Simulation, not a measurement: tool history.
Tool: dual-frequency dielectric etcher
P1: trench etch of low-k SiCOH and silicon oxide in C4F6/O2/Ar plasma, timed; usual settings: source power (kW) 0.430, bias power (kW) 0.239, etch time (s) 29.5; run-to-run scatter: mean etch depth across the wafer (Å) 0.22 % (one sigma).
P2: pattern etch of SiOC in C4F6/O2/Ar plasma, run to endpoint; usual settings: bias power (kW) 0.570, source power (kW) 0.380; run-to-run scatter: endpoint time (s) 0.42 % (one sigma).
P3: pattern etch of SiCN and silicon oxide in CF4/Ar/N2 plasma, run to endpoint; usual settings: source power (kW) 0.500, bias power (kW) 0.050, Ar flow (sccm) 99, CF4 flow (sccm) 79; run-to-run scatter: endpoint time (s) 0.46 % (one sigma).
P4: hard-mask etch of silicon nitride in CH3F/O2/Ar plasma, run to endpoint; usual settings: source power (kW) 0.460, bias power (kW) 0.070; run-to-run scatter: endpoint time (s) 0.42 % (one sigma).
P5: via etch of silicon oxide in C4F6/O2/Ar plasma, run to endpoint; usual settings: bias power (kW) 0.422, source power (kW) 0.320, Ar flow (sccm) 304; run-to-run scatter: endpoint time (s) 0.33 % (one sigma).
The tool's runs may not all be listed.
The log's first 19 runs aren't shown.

run	day	process that ran	source power (kW)	bias power (kW)	etch time (s)	Ar flow (sccm)	CF4 flow (sccm)	mean etch depth across the wafer (Å)	endpoint time (s)
20	7.333	P1	0.430	0.239	36.5			1251.60	
21	7.850	P1	0.430	0.239	29.5			1007.60	
22	8.325	P1	0.430	0.239	29.5			1012.90	
23	8.800	P2	0.380	0.570					13.9140
24	9.362	P1	0.510	0.239	29.5			1076.90	
25	9.754	P5	0.320	0.422		220			47.4110
26	10.254	P4	0.270	0.070					48.6730
27	10.512	P1	0.430	0.239	21.5			738.13	
28	10.888	P5	0.210	0.422		304			57.7330

Forecast run 29:
29	11.283	P3	0.500	0.050		99	96		?

Run 29 gave endpoint time (s) 10.8680.

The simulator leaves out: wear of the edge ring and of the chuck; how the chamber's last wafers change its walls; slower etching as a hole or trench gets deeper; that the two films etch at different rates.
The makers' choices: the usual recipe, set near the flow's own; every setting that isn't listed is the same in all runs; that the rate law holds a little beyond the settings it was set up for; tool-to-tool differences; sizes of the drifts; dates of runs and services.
